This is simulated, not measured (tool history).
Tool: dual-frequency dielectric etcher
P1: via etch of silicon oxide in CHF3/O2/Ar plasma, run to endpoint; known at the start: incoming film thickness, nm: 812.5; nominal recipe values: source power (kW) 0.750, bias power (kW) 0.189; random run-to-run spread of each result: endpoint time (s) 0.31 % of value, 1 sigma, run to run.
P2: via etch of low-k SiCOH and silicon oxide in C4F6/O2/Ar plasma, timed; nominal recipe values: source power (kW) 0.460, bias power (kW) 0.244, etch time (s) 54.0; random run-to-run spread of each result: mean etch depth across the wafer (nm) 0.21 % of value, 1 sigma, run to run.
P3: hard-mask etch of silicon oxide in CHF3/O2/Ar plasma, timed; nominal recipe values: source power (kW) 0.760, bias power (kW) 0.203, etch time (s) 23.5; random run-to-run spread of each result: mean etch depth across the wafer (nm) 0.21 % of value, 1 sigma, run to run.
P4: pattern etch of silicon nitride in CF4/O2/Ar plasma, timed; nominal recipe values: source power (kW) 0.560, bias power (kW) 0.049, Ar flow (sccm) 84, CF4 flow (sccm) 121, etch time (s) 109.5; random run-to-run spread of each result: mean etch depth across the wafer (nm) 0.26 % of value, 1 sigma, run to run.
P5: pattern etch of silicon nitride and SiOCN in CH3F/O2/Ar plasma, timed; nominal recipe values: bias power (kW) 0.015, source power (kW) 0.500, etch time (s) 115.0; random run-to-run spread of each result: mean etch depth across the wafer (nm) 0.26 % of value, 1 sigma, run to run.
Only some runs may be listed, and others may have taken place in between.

run,hour,process that ran,source power (kW),bias power (kW),etch time (s),Ar flow (sccm),CF4 flow (sccm),hours since the last wet clean,hours since the last source power generator calibration,hours since the last bias power generator calibration,endpoint time (s),mean etch depth across the wafer (nm)
1,14.8,P1,0.750,0.189,,,,267.6,1527.1,295.9,358.21,
2,29.5,P1,1.030,0.136,,,,282.3,1541.8,310.6,348.83,
3,39.8,P1,1.040,0.142,,,,292.6,1552.1,320.9,346.30,
4,50.9,P1,1.030,0.264,,,,303.7,1563.2,332.0,283.40,
5,58.7,P2,0.460,0.244,54.0,,,311.5,1571.0,339.8,,142.090
6,67.0,P2,0.600,0.244,54.0,,,319.8,1579.3,348.1,,157.650
7,77.6,P5,0.500,0.015,115.0,,,330.4,1589.9,358.7,,13.864
8,88.5,P2,0.460,0.142,54.0,,,341.3,1600.8,369.6,,119.870
9,105.7,P4,0.560,0.030,109.5,84,121,358.5,1618.0,386.8,,203.230
10,114.6,P4,0.560,0.049,109.5,106,121,367.4,1626.9,395.7,,233.970
11,130.3,P3,0.760,0.203,23.5,,,383.1,1642.6,411.4,,51.639
12,142.9,P5,0.390,0.015,115.0,,,395.7,1655.2,424.0,,12.683
13,157.0,P1,0.750,0.189,,,,409.8,1669.3,438.1,355.57,
# hour 163.3: source power generator calibrated
14,172.4,P4,0.770,0.049,109.5,84,121,425.2,9.2,453.5,,316.980
# hour 174.0: wet clean of the chamber
15,182.7,P1,0.750,0.189,,,,8.8,19.5,463.8,355.74,
16,198.4,P1,0.750,0.189,,,,24.5,35.2,479.5,357.77,
17,212.3,P1,0.750,0.132,,,,38.4,49.1,493.4,400.82,
18,226.1,P4,0.560,0.049,109.5,84,121,52.2,62.9,507.2,,241.010
19,239.5,P1,0.580,0.189,,,,65.6,76.3,520.6,393.27,
20,252.2,P1,0.750,0.229,,,,78.3,89.0,533.3,333.88,
21,263.6,P2,0.460,0.244,74.5,,,89.7,100.4,544.7,,196.360
22,280.2,P4,0.560,0.049,109.5,84,160,106.3,117.0,561.3,,245.920
23,295.0,P3,0.760,0.203,34.0,,,121.1,131.8,576.1,,74.526
24,310.5,P1,0.750,0.189,,,,136.6,147.3,591.6,356.08,
25,319.9,P5,0.500,0.015,115.0,,,146.0,156.7,601.0,,13.882
26,331.5,P3,0.760,0.284,23.5,,,157.6,168.3,612.6,,58.034
27,347.4,P3,0.480,0.203,23.5,,,173.5,184.2,628.5,,43.348
28,362.0,P1,0.750,0.189,,,,188.1,198.8,643.1,358.75,
29,373.1,P1,0.750,0.189,,,,199.2,209.9,654.2,355.82,

For run 30, what comes out?
30,383.5,P5,0.500,0.018,115.0,,,209.6,220.3,664.6,,?

Run 30 gave mean etch depth across the wafer (nm) 14.948.
